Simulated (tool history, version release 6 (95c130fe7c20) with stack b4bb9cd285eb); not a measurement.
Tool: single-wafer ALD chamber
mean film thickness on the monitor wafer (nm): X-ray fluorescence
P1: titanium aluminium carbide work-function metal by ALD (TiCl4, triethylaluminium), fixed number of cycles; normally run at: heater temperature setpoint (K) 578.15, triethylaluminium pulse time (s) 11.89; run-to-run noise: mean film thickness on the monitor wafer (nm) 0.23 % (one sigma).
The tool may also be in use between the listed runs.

run,hour,heater temperature setpoint (K),triethylaluminium pulse time (s),mean film thickness on the monitor wafer (nm)
1,12.1,578.15,11.89,2.0960
2,25.7,578.15,4.80,1.7423
3,36.9,592.15,19.19,2.2704
4,46.4,601.15,11.89,2.3079
5,58.7,578.15,11.89,2.0959
6,70.9,564.15,17.21,2.0062
7,81.2,578.15,15.77,2.1374
8,92.9,591.15,5.79,1.9491
9,104.4,578.15,11.89,2.1031
10,116.1,578.15,11.89,2.1125
11,123.7,578.15,11.89,2.1135
12,137.6,557.15,11.89,1.9245
13,144.6,578.15,11.89,2.1052
14,156.0,578.15,11.89,2.0927
15,164.7,578.15,11.89,2.0811
16,174.3,578.15,11.89,2.0788
17,184.3,578.15,11.89,2.0718
18,195.1,578.15,11.89,2.0657
19,208.0,578.15,11.89,2.0716
20,214.8,578.15,11.89,2.0592
21,221.8,578.15,11.89,2.0582

Something has made what P1 gives creep away from where it was; the 2 causes below, each at its own stated size, fit the log equally well:
A: triethylaluminium dose below that of a fresh bottle (%) = 17.2
B: wafer temperature below the value expected at the setpoint (K) = 4.04
The drift started at roughly hour 144.6.

Each of the 4 check runs below uses one wafer; its results are left as question marks. Which run tells the causes apart?
check 1,228.8,561.15,11.89,?
check 2,228.8,565.15,11.89,?
check 3,228.8,558.15,11.89,?
check 4,228.8,600.15,4.80,?

Expected result of each check under each candidate cause:
check,result,if A,if B
check 1,mean film thickness on the monitor wafer (nm),1.9190,1.9171
check 2,mean film thickness on the monitor wafer (nm),1.9539,1.9524
check 3,mean film thickness on the monitor wafer (nm),1.8930,1.8907
check 4,mean film thickness on the monitor wafer (nm),1.7476,1.8647
Minimum pairwise separation of causes per check, each pair taken at its best-separating result: check 1 0.1 %; check 2 0.08 %; check 3 0.12 %; check 4 6.49 %
Check 4 is the one run that separates the causes; every other check would come out nearly the same whichever cause is at work.

The results of check 4 are: mean film thickness on the monitor wafer (nm) 1.7477. Based on these, which of the listed causes is it?

The cause is A: triethylaluminium dose below that of a fresh bottle (%).

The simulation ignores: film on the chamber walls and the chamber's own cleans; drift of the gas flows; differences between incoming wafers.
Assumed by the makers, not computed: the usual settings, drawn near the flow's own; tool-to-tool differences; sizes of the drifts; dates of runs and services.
